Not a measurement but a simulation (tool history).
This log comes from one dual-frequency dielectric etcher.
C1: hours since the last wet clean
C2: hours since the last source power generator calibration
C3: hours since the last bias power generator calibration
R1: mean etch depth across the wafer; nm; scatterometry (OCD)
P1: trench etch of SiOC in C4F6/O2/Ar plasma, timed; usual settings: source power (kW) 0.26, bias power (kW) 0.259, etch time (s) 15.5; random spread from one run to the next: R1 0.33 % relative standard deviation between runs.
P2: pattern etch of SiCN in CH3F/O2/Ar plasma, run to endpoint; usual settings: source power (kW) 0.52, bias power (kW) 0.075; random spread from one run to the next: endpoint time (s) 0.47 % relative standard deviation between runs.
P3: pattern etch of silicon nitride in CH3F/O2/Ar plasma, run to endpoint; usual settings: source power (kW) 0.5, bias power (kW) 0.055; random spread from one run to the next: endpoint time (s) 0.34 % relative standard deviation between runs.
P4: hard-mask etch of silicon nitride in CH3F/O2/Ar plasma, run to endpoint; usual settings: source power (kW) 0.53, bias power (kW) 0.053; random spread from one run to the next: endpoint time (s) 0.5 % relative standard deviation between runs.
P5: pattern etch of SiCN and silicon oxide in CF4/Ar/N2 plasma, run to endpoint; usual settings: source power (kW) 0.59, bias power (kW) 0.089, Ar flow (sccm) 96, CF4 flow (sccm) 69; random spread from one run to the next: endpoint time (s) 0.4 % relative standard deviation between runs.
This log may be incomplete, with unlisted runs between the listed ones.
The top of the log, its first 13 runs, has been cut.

{"run": 14, "day": 7.492, "process that ran": "P2", "source power (kW)": 0.52, "bias power (kW)": 0.054, "C1": 79.2, "C2": 1324.1, "C3": 1820.1, "endpoint time (s)": 32.965}
{"run": 15, "day": 8.167, "process that ran": "P1", "source power (kW)": 0.2, "bias power (kW)": 0.259, "etch time (s)": 15.5, "C1": 95.4, "C2": 1340.3, "C3": 1836.3, "R1": 27.864}
{"run": 16, "day": 8.717, "process that ran": "P2", "source power (kW)": 0.31, "bias power (kW)": 0.075, "C1": 108.6, "C2": 1353.5, "C3": 1849.5, "endpoint time (s)": 35.767}
{"run": 17, "day": 9.388, "process that ran": "P1", "source power (kW)": 0.26, "bias power (kW)": 0.19, "etch time (s)": 15.5, "C1": 124.7, "C2": 1369.6, "C3": 1865.6, "R1": 27.592}
{"run": 18, "day": 9.846, "process that ran": "P1", "source power (kW)": 0.31, "bias power (kW)": 0.259, "etch time (s)": 15.5, "C1": 135.7, "C2": 1380.6, "C3": 1876.6, "R1": 32.898}
{"run": 19, "day": 10.212, "process that ran": "P4", "source power (kW)": 0.37, "bias power (kW)": 0.053, "C1": 144.5, "C2": 1389.4, "C3": 1885.4, "endpoint time (s)": 89.126}
{"run": 20, "day": 10.754, "process that ran": "P4", "source power (kW)": 0.53, "bias power (kW)": 0.053, "C1": 157.5, "C2": 1402.4, "C3": 1898.4, "endpoint time (s)": 77.407}
{"run": 21, "day": 11.188, "process that ran": "P5", "source power (kW)": 0.59, "bias power (kW)": 0.089, "Ar flow (sccm)": 96, "CF4 flow (sccm)": 69, "C1": 167.9, "C2": 1412.8, "C3": 1908.8, "endpoint time (s)": 7.733}
{"run": 22, "day": 11.75, "process that ran": "P1", "source power (kW)": 0.26, "bias power (kW)": 0.259, "etch time (s)": 15.5, "C1": 181.4, "C2": 1426.3, "C3": 1922.3, "R1": 30.836}
{"run": 23, "day": 12.233, "process that ran": "P1", "source power (kW)": 0.33, "bias power (kW)": 0.201, "etch time (s)": 15.5, "C1": 193, "C2": 1437.9, "C3": 1933.9, "R1": 30.964}
{"run": 24, "day": 12.596, "process that ran": "P1", "source power (kW)": 0.26, "bias power (kW)": 0.259, "etch time (s)": 9.5, "C1": 201.7, "C2": 1446.6, "C3": 1942.6, "R1": 18.866}
{"run": 25, "day": 13.1, "process that ran": "P1", "source power (kW)": 0.26, "bias power (kW)": 0.259, "etch time (s)": 20, "C1": 213.8, "C2": 1458.7, "C3": 1954.7, "R1": 39.926}
{"run": 26, "day": 13.688, "process that ran": "P1", "source power (kW)": 0.17, "bias power (kW)": 0.359, "etch time (s)": 15.5, "C1": 227.9, "C2": 1472.8, "C3": 1968.8, "R1": 29.685}
{"run": 27, "day": 14.183, "process that ran": "P5", "source power (kW)": 0.59, "bias power (kW)": 0.089, "Ar flow (sccm)": 96, "CF4 flow (sccm)": 69, "C1": 239.8, "C2": 1484.7, "C3": 1980.7, "endpoint time (s)": 7.6909}
{"run": 28, "day": 14.517, "process that ran": "P1", "source power (kW)": 0.26, "bias power (kW)": 0.309, "etch time (s)": 15.5, "C1": 247.8, "C2": 1492.7, "C3": 1988.7, "R1": 32.846}
{"run": 29, "day": 14.846, "process that ran": "P3", "source power (kW)": 0.5, "bias power (kW)": 0.055, "C1": 255.7, "C2": 1500.6, "C3": 1996.6, "endpoint time (s)": 51.801}
{"run": 30, "day": 15.283, "process that ran": "P5", "source power (kW)": 0.37, "bias power (kW)": 0.089, "Ar flow (sccm)": 96, "CF4 flow (sccm)": 69, "C1": 266.2, "C2": 1511.1, "C3": 2007.1, "endpoint time (s)": 11.566}

The next listed run, before its measurement:
{"run": 31, "day": 15.65, "process that ran": "P1", "source power (kW)": 0.26, "bias power (kW)": 0.259, "etch time (s)": 15.5, "C1": 275, "C2": 1519.9, "C3": 2015.9, "R1": "?"}

{"run 31": {"R1": 30.798}}
